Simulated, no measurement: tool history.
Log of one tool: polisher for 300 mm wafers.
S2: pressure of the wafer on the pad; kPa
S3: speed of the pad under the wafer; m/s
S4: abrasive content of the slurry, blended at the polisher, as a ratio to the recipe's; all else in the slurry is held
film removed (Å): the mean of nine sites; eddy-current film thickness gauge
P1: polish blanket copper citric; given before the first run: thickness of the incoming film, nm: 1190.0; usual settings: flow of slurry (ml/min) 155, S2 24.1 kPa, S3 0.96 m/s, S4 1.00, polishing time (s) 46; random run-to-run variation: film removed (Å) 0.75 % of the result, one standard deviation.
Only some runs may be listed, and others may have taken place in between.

Run 1, hour 12.0: flow of slurry (ml/min) 155, S2 24.1 kPa, S3 0.96 m/s, S4 1.00, polishing time (s) 46. Result: film removed (Å) 1153.90.
Run 2, hour 22.8: flow of slurry (ml/min) 95, S2 24.1 kPa, S3 0.96 m/s, S4 0.60, polishing time (s) 46. Result: film removed (Å) 935.30.
Run 3, hour 31.2: flow of slurry (ml/min) 155, S2 24.1 kPa, S3 0.44 m/s, S4 1.00, polishing time (s) 46. Result: film removed (Å) 551.92.
Run 4, hour 38.0: flow of slurry (ml/min) 155, S2 17.9 kPa, S3 0.96 m/s, S4 1.25, polishing time (s) 46. Result: film removed (Å) 908.09.
Run 5, hour 46.7: flow of slurry (ml/min) 155, S2 24.1 kPa, S3 0.96 m/s, S4 1.00, polishing time (s) 34. Result: film removed (Å) 859.51.
Run 6, hour 56.5: flow of slurry (ml/min) 95, S2 24.1 kPa, S3 0.96 m/s, S4 1.00, polishing time (s) 46. Result: film removed (Å) 1052.50.
Run 7, hour 70.4: flow of slurry (ml/min) 155, S2 24.1 kPa, S3 0.96 m/s, S4 1.00, polishing time (s) 46. Result: film removed (Å) 1172.50.
Run 8, hour 82.8: flow of slurry (ml/min) 155, S2 24.1 kPa, S3 0.96 m/s, S4 0.70, polishing time (s) 46. Result: film removed (Å) 1076.80.
At hour 89.7: head pressure recalibrated.
Run 9, hour 95.8: flow of slurry (ml/min) 155, S2 24.1 kPa, S3 0.96 m/s, S4 1.00, polishing time (s) 46. Result: film removed (Å) 1156.20.
Run 10, hour 103.0: flow of slurry (ml/min) 155, S2 16.5 kPa, S3 0.96 m/s, S4 1.00, polishing time (s) 46. Result: film removed (Å) 800.84.
Run 11, hour 115.2: flow of slurry (ml/min) 155, S2 36.5 kPa, S3 0.96 m/s, S4 1.00, polishing time (s) 46. Result: film removed (Å) 1750.50.
Run 12, hour 124.2: flow of slurry (ml/min) 155, S2 24.1 kPa, S3 1.22 m/s, S4 1.00, polishing time (s) 46. Result: film removed (Å) 1479.80.
Run 13, hour 136.5: flow of slurry (ml/min) 240, S2 24.1 kPa, S3 0.96 m/s, S4 1.00, polishing time (s) 46. Result: film removed (Å) 1243.50.
Run 14, hour 145.6: flow of slurry (ml/min) 155, S2 24.1 kPa, S3 0.96 m/s, S4 1.00, polishing time (s) 46. Result: film removed (Å) 1170.90.
Run 15, hour 159.8: flow of slurry (ml/min) 155, S2 24.1 kPa, S3 0.96 m/s, S4 1.00, polishing time (s) 72. Result: film removed (Å) 1822.20.
Run 16, hour 172.3: flow of slurry (ml/min) 155, S2 24.1 kPa, S3 0.96 m/s, S4 1.00, polishing time (s) 46. Result: film removed (Å) 1143.90.
Run 17, hour 182.0: flow of slurry (ml/min) 155, S2 24.1 kPa, S3 0.96 m/s, S4 1.45, polishing time (s) 46. Result: film removed (Å) 1249.20.
Run 18, hour 195.4: flow of slurry (ml/min) 155, S2 24.1 kPa, S3 0.96 m/s, S4 1.00, polishing time (s) 46. Result: film removed (Å) 1166.90.
Run 19, hour 202.9: flow of slurry (ml/min) 155, S2 24.1 kPa, S3 0.96 m/s, S4 1.00, polishing time (s) 46. Result: film removed (Å) 1163.10.
Run 20, hour 215.2: flow of slurry (ml/min) 155, S2 24.1 kPa, S3 0.96 m/s, S4 1.00, polishing time (s) 46. Result: film removed (Å) 1113.50.
Run 21, hour 226.6: flow of slurry (ml/min) 155, S2 24.1 kPa, S3 0.96 m/s, S4 1.00, polishing time (s) 46. Result: film removed (Å) 1110.60.
Run 22, hour 236.6: flow of slurry (ml/min) 155, S2 24.1 kPa, S3 0.96 m/s, S4 1.00, polishing time (s) 46. Result: film removed (Å) 1090.20.
At hour 247.6: head pressure recalibrated.
Run 23, hour 250.3: flow of slurry (ml/min) 155, S2 24.1 kPa, S3 0.96 m/s, S4 1.00, polishing time (s) 46. Result: film removed (Å) 1079.50.
Run 24, hour 260.4: flow of slurry (ml/min) 155, S2 24.1 kPa, S3 0.96 m/s, S4 1.00, polishing time (s) 46. Result: film removed (Å) 1075.20.
Run 25, hour 269.4: flow of slurry (ml/min) 155, S2 24.1 kPa, S3 0.96 m/s, S4 1.00, polishing time (s) 46. Result: film removed (Å) 1077.10.
Run 26, hour 280.0: flow of slurry (ml/min) 155, S2 24.1 kPa, S3 0.96 m/s, S4 1.00, polishing time (s) 46. Result: film removed (Å) 1077.70.
At hour 283.2: slurry blender recalibrated.
Run 27, hour 292.7: flow of slurry (ml/min) 155, S2 24.1 kPa, S3 0.96 m/s, S4 1.00, polishing time (s) 46. Result: film removed (Å) 1086.50.
Run 28, hour 304.8: flow of slurry (ml/min) 155, S2 24.1 kPa, S3 0.96 m/s, S4 1.00, polishing time (s) 46. Result: film removed (Å) 1088.30.
Run 29, hour 319.6: flow of slurry (ml/min) 155, S2 24.1 kPa, S3 0.96 m/s, S4 1.00, polishing time (s) 46. Result: film removed (Å) 1059.50.

What P1 gives has crept off from where it sat before. The 2 causes that follow fit the log equally well, each at the size noted:
A: removal rate lost through wear of the pad, % = 7.59
B: slurry flow missing at the pad, % = 32.5
The gradual shift began around hour 202.9.
Ruled out, with reasons:
head's pressure below its setpoint, %: maintenance at hour 247.6, after the shift began, did not return the process to its former output
abrasive missing from the slurry, %: maintenance at hour 283.2, after the shift began, did not return the process to its former output

Which of the check runs below tells the causes apart, meaning the causes would give it clearly different results? Each run uses 5 wafers whose results are averaged, and each result is shown as a question mark.
Run check 1, hour 334.4: flow of slurry (ml/min) 155, S2 24.1 kPa, S3 0.96 m/s, S4 1.35, polishing time (s) 46. Result: film removed (Å) ?.
Run check 2, hour 334.4: flow of slurry (ml/min) 155, S2 31.7 kPa, S3 0.44 m/s, S4 1.00, polishing time (s) 46. Result: film removed (Å) ?.
Run check 3, hour 334.4: flow of slurry (ml/min) 230, S2 24.1 kPa, S3 0.96 m/s, S4 0.75, polishing time (s) 46. Result: film removed (Å) ?.
Run check 4, hour 334.4: flow of slurry (ml/min) 155, S2 24.1 kPa, S3 0.96 m/s, S4 1.25, polishing time (s) 69. Result: film removed (Å) ?.

Expected result of each check under each candidate cause:
  check            result     if A     if B
check 1  film removed (Å)  1144.20  1144.30
check 2  film removed (Å)   654.78   654.82
check 3  film removed (Å)  1065.90  1091.90
check 4  film removed (Å)  1687.40  1687.50
Distance between the nearest two causes, measured in the result of the check that separates them most: check 1 0.01 %; check 2 0.01 %; check 3 2.41 %; check 4 0.01 %
Only in check 3 would the causes give clearly different results; in the remaining checks their results would be nearly the same.

Running check 3 produced the following: film removed (Å) 1068.00. Which one of the listed causes fits?

Of the candidate causes, it is A: removal rate lost through wear of the pad, %.
